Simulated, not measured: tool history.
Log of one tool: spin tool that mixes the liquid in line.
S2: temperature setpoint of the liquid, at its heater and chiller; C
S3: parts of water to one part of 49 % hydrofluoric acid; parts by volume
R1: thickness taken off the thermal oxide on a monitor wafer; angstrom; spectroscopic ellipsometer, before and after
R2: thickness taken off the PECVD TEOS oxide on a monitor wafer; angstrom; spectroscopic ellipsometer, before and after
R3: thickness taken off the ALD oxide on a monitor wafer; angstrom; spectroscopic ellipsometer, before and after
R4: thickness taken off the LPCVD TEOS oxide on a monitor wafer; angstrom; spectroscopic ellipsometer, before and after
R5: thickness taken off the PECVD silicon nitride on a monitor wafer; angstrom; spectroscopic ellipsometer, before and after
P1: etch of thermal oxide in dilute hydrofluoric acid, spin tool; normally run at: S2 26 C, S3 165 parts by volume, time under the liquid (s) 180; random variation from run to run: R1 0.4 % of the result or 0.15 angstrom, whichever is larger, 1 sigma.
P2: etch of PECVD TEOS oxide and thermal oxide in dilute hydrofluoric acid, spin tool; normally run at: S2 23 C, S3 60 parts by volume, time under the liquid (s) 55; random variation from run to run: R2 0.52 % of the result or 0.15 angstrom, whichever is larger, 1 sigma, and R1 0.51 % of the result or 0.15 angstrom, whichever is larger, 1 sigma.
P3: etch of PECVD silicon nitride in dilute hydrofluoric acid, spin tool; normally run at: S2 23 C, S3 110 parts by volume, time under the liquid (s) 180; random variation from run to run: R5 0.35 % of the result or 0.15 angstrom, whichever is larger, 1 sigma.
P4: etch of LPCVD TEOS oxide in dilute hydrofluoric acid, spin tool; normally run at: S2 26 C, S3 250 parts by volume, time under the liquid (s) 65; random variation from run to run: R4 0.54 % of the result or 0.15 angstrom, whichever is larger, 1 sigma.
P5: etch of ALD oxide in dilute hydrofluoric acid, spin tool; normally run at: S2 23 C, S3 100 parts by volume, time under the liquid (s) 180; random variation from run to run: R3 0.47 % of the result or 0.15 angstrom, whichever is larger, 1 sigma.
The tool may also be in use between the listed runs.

Run 1, hour 9.2: process that ran P1, S2 26 C, S3 165 parts by volume, time under the liquid (s) 180. Result: R1 52.062 angstrom.
Run 2, hour 15.8: process that ran P2, S2 29.5 C, S3 60 parts by volume, time under the liquid (s) 55. Result: R1 56.788 angstrom, R2 114.41 angstrom.
Run 3, hour 25.9: process that ran P2, S2 23 C, S3 35 parts by volume, time under the liquid (s) 55. Result: R1 76.953 angstrom, R2 157.17 angstrom.
Run 4, hour 31.8: process that ran P1, S2 31.5 C, S3 250 parts by volume, time under the liquid (s) 180. Result: R1 37.891 angstrom.
Run 5, hour 37.9: process that ran P1, S2 26 C, S3 115 parts by volume, time under the liquid (s) 330. Result: R1 144.67 angstrom.
Run 6, hour 49.4: process that ran P1, S2 26 C, S3 165 parts by volume, time under the liquid (s) 15. Result: R1 4.3421 angstrom.
Run 7, hour 59.6: process that ran P1, S2 26 C, S3 100 parts by volume, time under the liquid (s) 180. Result: R1 91.821 angstrom.
Run 8, hour 71.1: process that ran P5, S2 23 C, S3 40 parts by volume, time under the liquid (s) 180. Result: R3 477.26 angstrom.
Run 9, hour 81.9: process that ran P4, S2 26 C, S3 420 parts by volume, time under the liquid (s) 65. Result: R4 45.034 angstrom.
Run 10, hour 95.1: process that ran P5, S2 28 C, S3 100 parts by volume, time under the liquid (s) 180. Result: R3 216.55 angstrom.
Run 11, hour 103.6: process that ran P1, S2 34 C, S3 165 parts by volume, time under the liquid (s) 180. Result: R1 68.86 angstrom.
Run 12, hour 114.1: process that ran P1, S2 26 C, S3 265 parts by volume, time under the liquid (s) 180. Result: R1 28.886 angstrom.
Run 13, hour 124.6: process that ran P1, S2 26 C, S3 165 parts by volume, time under the liquid (s) 180. Result: R1 51.788 angstrom.
Run 14, hour 131.8: process that ran P1, S2 26 C, S3 165 parts by volume, time under the liquid (s) 330. Result: R1 95.354 angstrom.
Run 15, hour 144.5: process that ran P2, S2 23 C, S3 60 parts by volume, time under the liquid (s) 55. Result: R1 43.241 angstrom, R2 88.267 angstrom.
Run 16, hour 156.9: process that ran P3, S2 23 C, S3 165 parts by volume, time under the liquid (s) 180. Result: R5 50.652 angstrom.
Run 17, hour 169.4: process that ran P4, S2 17.5 C, S3 250 parts by volume, time under the liquid (s) 65. Result: R4 65.29 angstrom.
Run 18, hour 182.4: process that ran P3, S2 23 C, S3 110 parts by volume, time under the liquid (s) 320. Result: R5 133.43 angstrom.
Run 19, hour 193.4: process that ran P1, S2 21 C, S3 165 parts by volume, time under the liquid (s) 180. Result: R1 42.852 angstrom.
Run 20, hour 206.8: process that ran P1, S2 26 C, S3 165 parts by volume, time under the liquid (s) 180. Result: R1 51.898 angstrom.
Run 21, hour 217.8: process that ran P1, S2 26 C, S3 165 parts by volume, time under the liquid (s) 180. Result: R1 51.691 angstrom.
Run 22, hour 226.1: process that ran P3, S2 23 C, S3 110 parts by volume, time under the liquid (s) 180. Result: R5 75.662 angstrom.
Run 23, hour 234.6: process that ran P4, S2 26 C, S3 250 parts by volume, time under the liquid (s) 105. Result: R4 146.33 angstrom.
Run 24, hour 244.5: process that ran P5, S2 23 C, S3 100 parts by volume, time under the liquid (s) 350. Result: R3 347.35 angstrom.
Run 25, hour 251.8: process that ran P4, S2 26 C, S3 250 parts by volume, time under the liquid (s) 65. Result: R4 89.852 angstrom.
Run 26, hour 262.1: process that ran P5, S2 23 C, S3 100 parts by volume, time under the liquid (s) 180. Result: R3 178.72 angstrom.
Run 27, hour 272: process that ran P2, S2 23 C, S3 60 parts by volume, time under the liquid (s) 15. Result: R1 12.056 angstrom, R2 24.095 angstrom.
Run 28, hour 280.9: process that ran P3, S2 31 C, S3 110 parts by volume, time under the liquid (s) 180. Result: R5 126.3 angstrom.

The next listed run, before its measurement:
Run 29, hour 288.7: process that ran P4, S2 26 C, S3 250 parts by volume, time under the liquid (s) 65. Result: R4 ?.

Run 29 gave R4 89.392 angstrom.
